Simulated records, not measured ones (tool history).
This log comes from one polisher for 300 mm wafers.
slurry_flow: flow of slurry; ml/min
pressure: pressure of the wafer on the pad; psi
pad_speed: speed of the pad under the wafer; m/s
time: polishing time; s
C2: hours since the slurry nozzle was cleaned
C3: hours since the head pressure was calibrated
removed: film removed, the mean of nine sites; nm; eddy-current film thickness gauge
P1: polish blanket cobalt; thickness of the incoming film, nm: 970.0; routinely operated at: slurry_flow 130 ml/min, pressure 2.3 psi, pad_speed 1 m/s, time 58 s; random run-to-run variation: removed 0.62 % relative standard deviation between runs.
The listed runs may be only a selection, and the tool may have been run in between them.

Run 1, day 0.358: slurry_flow 130 ml/min, pressure 2.3 psi, pad_speed 1 m/s, time 58 s; wafers polished on this pad 485; C2 295.5; C3 161.2. Result: removed 323.23 nm.
Run 2, day 0.604: slurry_flow 130 ml/min, pressure 2.3 psi, pad_speed 1 m/s, time 58 s; wafers polished on this pad 568; C2 301.4; C3 167.1. Result: removed 326.21 nm.
Run 3, day 0.954: slurry_flow 130 ml/min, pressure 2.3 psi, pad_speed 1 m/s, time 58 s; wafers polished on this pad 687; C2 309.8; C3 175.5. Result: removed 317.21 nm.
Run 4, day 1.183: slurry_flow 130 ml/min, pressure 1.2 psi, pad_speed 1 m/s, time 58 s; wafers polished on this pad 764; C2 315.3; C3 181. Result: removed 168.24 nm.
Run 5, day 1.442: slurry_flow 130 ml/min, pressure 1.7 psi, pad_speed 1.32 m/s, time 58 s; wafers polished on this pad 852; C2 321.5; C3 187.2. Result: removed 314.31 nm.
Run 6, day 1.8: slurry_flow 130 ml/min, pressure 2.3 psi, pad_speed 1 m/s, time 27 s; wafers polished on this pad 973; C2 330.1; C3 195.8. Result: removed 149.61 nm.
Run 7, day 2.15: slurry_flow 80 ml/min, pressure 2.3 psi, pad_speed 1 m/s, time 58 s; wafers polished on this pad 1092; C2 338.5; C3 204.2. Result: removed 287.5 nm.
Run 8, day 2.358: slurry_flow 130 ml/min, pressure 2.3 psi, pad_speed 0.48 m/s, time 58 s; wafers polished on this pad 1163; C2 343.5; C3 209.2. Result: removed 152.67 nm.
Run 9, day 2.533: slurry_flow 130 ml/min, pressure 2.3 psi, pad_speed 1 m/s, time 58 s; wafers polished on this pad 1222; C2 347.7; C3 213.4. Result: removed 321.39 nm.
Run 10, day 2.775: slurry_flow 130 ml/min, pressure 2.3 psi, pad_speed 1 m/s, time 58 s; wafers polished on this pad 1304; C2 353.5; C3 219.2. Result: removed 319.94 nm.
At day 2.946: worn pad replaced by a new one.
Run 11, day 3.012: slurry_flow 195 ml/min, pressure 2.3 psi, pad_speed 1 m/s, time 58 s; wafers polished on this pad 22; C2 359.2; C3 224.9. Result: removed 342.67 nm.
Run 12, day 3.288: slurry_flow 130 ml/min, pressure 2.3 psi, pad_speed 1.26 m/s, time 58 s; wafers polished on this pad 115; C2 365.8; C3 231.5. Result: removed 398.82 nm.
Run 13, day 3.496: slurry_flow 130 ml/min, pressure 3.3 psi, pad_speed 1 m/s, time 58 s; wafers polished on this pad 186; C2 370.8; C3 236.5. Result: removed 461.63 nm.
Run 14, day 3.879: slurry_flow 130 ml/min, pressure 2.3 psi, pad_speed 1.38 m/s, time 38 s; wafers polished on this pad 316; C2 380; C3 245.7. Result: removed 289.32 nm.
Run 15, day 4.112: slurry_flow 130 ml/min, pressure 2.3 psi, pad_speed 1 m/s, time 83 s; wafers polished on this pad 395; C2 385.6; C3 251.3. Result: removed 464.55 nm.
Run 16, day 4.392: slurry_flow 130 ml/min, pressure 2.3 psi, pad_speed 1 m/s, time 58 s; wafers polished on this pad 489; C2 392.3; C3 258. Result: removed 318.94 nm.
Run 17, day 4.758: slurry_flow 130 ml/min, pressure 2.3 psi, pad_speed 1 m/s, time 58 s; wafers polished on this pad 614; C2 401.1; C3 266.8. Result: removed 309.12 nm.
Run 18, day 5.067: slurry_flow 130 ml/min, pressure 2.3 psi, pad_speed 1 m/s, time 58 s; wafers polished on this pad 718; C2 408.5; C3 274.2. Result: removed 299.98 nm.
Run 19, day 5.438: slurry_flow 130 ml/min, pressure 2.3 psi, pad_speed 1 m/s, time 58 s; wafers polished on this pad 844; C2 417.4; C3 283.1. Result: removed 292.7 nm.
Run 20, day 5.679: slurry_flow 130 ml/min, pressure 2.3 psi, pad_speed 1 m/s, time 58 s; wafers polished on this pad 926; C2 423.2; C3 288.9. Result: removed 291.49 nm.
At day 5.775: worn pad replaced by a new one.
Run 21, day 6: slurry_flow 130 ml/min, pressure 2.3 psi, pad_speed 1 m/s, time 58 s; wafers polished on this pad 77; C2 430.9; C3 296.6. Result: removed 287.22 nm.
Run 22, day 6.262: slurry_flow 130 ml/min, pressure 2.3 psi, pad_speed 1 m/s, time 58 s; wafers polished on this pad 165; C2 437.2; C3 302.9. Result: removed 289.38 nm.
Run 23, day 6.646: slurry_flow 130 ml/min, pressure 2.3 psi, pad_speed 1 m/s, time 58 s; wafers polished on this pad 295; C2 446.4; C3 312.1. Result: removed 285.13 nm.

The output of P1 has drifted from where it used to be. Each of the 2 causes below, taken at the size shown beside it, accounts for the log equally well:
A: slurry flow missing at the pad, % = 36.1
B: head's pressure below its setpoint, % = 10.4
At approximately day 4.392, the process output began to creep.
Every other cause this tool's parts could produce, and why it does not fit the log:
removal rate lost through wear of the pad, %: work on it at day 5.775, done after the drift set in, did not restore what the process gave before

Below are 4 check runs, each averaged over 2 wafers, with their results shown as question marks. Which of them would give clearly different results depending on which cause is behind the drift?
Run check 1, day 7.029: slurry_flow 130 ml/min, pressure 1.8 psi, pad_speed 1 m/s, time 28 s. Result: removed ?.
Run check 2, day 7.029: slurry_flow 130 ml/min, pressure 2.3 psi, pad_speed 0.64 m/s, time 58 s. Result: removed ?.
Run check 3, day 7.029: slurry_flow 190 ml/min, pressure 2.3 psi, pad_speed 1.24 m/s, time 58 s. Result: removed ?.
Run check 4, day 7.029: slurry_flow 130 ml/min, pressure 2.3 psi, pad_speed 0.76 m/s, time 39 s. Result: removed ?.

What each check would give under each cause:
  check   result    if A    if B
check 1  removed  108.54  108.52
check 2  removed  183.86  183.83
check 3  removed  391.97  379.64
check 4  removed  146.81  146.79
How far apart the two closest causes lie, in the result that separates them most: check 1 0.01 %; check 2 0.01 %; check 3 3.2 %; check 4 0.01 %
The causes can be told apart only by check 3. The other checks would give nearly the same results under each of them.

Check 3 has now been run. It gave: removed 393.85 nm. Which of the candidate causes is it?

The correct cause is A, namely: slurry flow missing at the pad, %.

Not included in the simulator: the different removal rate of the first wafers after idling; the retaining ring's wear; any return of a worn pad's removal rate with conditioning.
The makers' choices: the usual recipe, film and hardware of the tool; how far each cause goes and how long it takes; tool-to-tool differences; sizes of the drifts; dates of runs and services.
